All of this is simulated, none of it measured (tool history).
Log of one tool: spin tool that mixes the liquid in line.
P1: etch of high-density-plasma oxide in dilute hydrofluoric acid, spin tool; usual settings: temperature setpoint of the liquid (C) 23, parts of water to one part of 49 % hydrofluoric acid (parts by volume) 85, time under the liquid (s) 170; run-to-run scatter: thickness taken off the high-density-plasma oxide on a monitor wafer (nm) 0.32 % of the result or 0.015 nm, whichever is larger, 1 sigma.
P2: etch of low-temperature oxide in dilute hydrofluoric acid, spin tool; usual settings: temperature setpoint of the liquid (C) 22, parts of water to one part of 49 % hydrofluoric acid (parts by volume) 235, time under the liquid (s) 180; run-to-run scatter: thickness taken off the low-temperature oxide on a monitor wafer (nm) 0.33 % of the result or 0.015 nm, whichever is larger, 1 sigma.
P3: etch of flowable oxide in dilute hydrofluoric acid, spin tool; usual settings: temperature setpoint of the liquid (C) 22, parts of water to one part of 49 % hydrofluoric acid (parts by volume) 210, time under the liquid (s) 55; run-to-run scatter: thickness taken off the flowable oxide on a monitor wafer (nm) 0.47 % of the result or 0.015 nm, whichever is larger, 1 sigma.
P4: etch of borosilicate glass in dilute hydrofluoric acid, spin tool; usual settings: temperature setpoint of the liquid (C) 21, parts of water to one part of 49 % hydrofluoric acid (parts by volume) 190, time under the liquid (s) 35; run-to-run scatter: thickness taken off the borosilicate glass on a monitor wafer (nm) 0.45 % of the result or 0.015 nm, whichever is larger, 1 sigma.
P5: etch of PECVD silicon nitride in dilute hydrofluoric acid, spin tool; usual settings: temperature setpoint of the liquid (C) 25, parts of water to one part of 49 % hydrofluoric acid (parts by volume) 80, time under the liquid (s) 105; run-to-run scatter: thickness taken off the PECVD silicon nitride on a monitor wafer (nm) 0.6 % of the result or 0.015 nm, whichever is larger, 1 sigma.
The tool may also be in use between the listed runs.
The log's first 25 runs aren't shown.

run	hour	process that ran	temperature setpoint of the liquid (C)	parts of water to one part of 49 % hydrofluoric acid (parts by volume)	time under the liquid (s)	hours since the thermometer was replaced	hours since the hydrofluoric acid flow meter was replaced	thickness taken off the high-density-plasma oxide on a monitor wafer (nm)	thickness taken off the low-temperature oxide on a monitor wafer (nm)	thickness taken off the flowable oxide on a monitor wafer (nm)	thickness taken off the borosilicate glass on a monitor wafer (nm)	thickness taken off the PECVD silicon nitride on a monitor wafer (nm)
26	315.3	P4	21	190	35	628.1	1569.8				8.454	
27	326.9	P3	17	210	55	639.7	1581.4			6.1156		
28	339.2	P5	25	25	105	652	1593.7					16.962
29	354.4	P1	23	85	170	667.2	1608.9	18.618				
30	365.4	P4	21	190	35	678.2	1619.9				8.38	
31	372.8	P4	21	55	35	685.6	1627.3				33.687	
32	381.2	P1	23	85	170	694	1635.7	18.683				
33	393.6	P4	21	190	15	706.4	1648.1				3.6077	
34	401.6	P1	23	40	75	714.4	1656.1	18.562				
35	416.4	P5	25	80	105	729.2	1670.9					5.3396
36	427	P1	23	85	170	739.8	1681.5	18.6				
37	435.2	P1	23	85	170	748	1689.7	18.09				
38	445.1	P1	23	85	170	757.9	1699.6	17.694				
39	458.2	P1	23	85	170	771	1712.7	17.34				

Run 40 comes next. What will it give?
40	474.1	P1	23	85	170	786.9	1728.6	?				

thickness taken off the high-density-plasma oxide on a monitor wafer (nm): 17.045
